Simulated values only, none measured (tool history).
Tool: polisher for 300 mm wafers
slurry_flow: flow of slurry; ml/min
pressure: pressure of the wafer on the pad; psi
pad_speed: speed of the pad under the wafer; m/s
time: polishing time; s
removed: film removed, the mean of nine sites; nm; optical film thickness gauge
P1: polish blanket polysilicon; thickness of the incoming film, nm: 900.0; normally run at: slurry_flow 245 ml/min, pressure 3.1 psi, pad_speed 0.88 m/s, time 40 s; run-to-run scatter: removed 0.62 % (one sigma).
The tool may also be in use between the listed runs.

run	hour	slurry_flow	pressure	pad_speed	time	wafers polished on this pad	hours since the slurry nozzle was cleaned	hours since the head pressure was calibrated	removed
1	15.8	245	3.1	0.88	40	696	91.2	496.6	352.56
2	27.7	375	3.1	0.88	40	794	103.1	508.5	364.55
3	35.7	245	3.1	0.88	40	860	111.1	516.5	353.44
4	42.7	245	4.8	0.88	40	917	118.1	523.5	547.36
5	51.2	245	3.1	0.88	40	987	126.6	532	350.6
6	65.2	245	3.1	1.26	40	1102	140.6	546	510.86
7	74	245	3.1	0.88	62	1175	149.4	554.8	541.83
8	88.8	245	1.8	0.88	40	1297	164.2	569.6	205.05
9	95.8	145	3.1	0.88	40	1354	171.2	576.6	332.06
10	109.8	245	3.1	1.1	31	1469	185.2	590.6	340.46
11	117.2	245	3.1	0.88	40	1530	192.6	598	348.77
# hour 126.6: worn pad replaced by a new one
12	131	245	3.1	0.88	27	36	206.4	611.8	240.37
# hour 131.8: slurry nozzle cleaned
13	144.1	245	3.1	0.88	40	144	12.4	624.9	353.99
14	160.2	245	3.1	0.88	40	276	28.5	641	350.79
15	169.4	245	3.1	0.88	40	352	37.7	650.2	349.61
16	178.7	245	2.2	0.88	24	429	47	659.5	149.7
17	194.7	245	3.1	0.46	40	560	63	675.5	183.53
18	209.3	245	3.1	0.88	40	680	77.6	690.1	349.8

The next listed run, before its measurement:
19	216.7	245	3.1	0.88	40	741	85	697.5	?

{"run 19": {"removed": 346.25}}
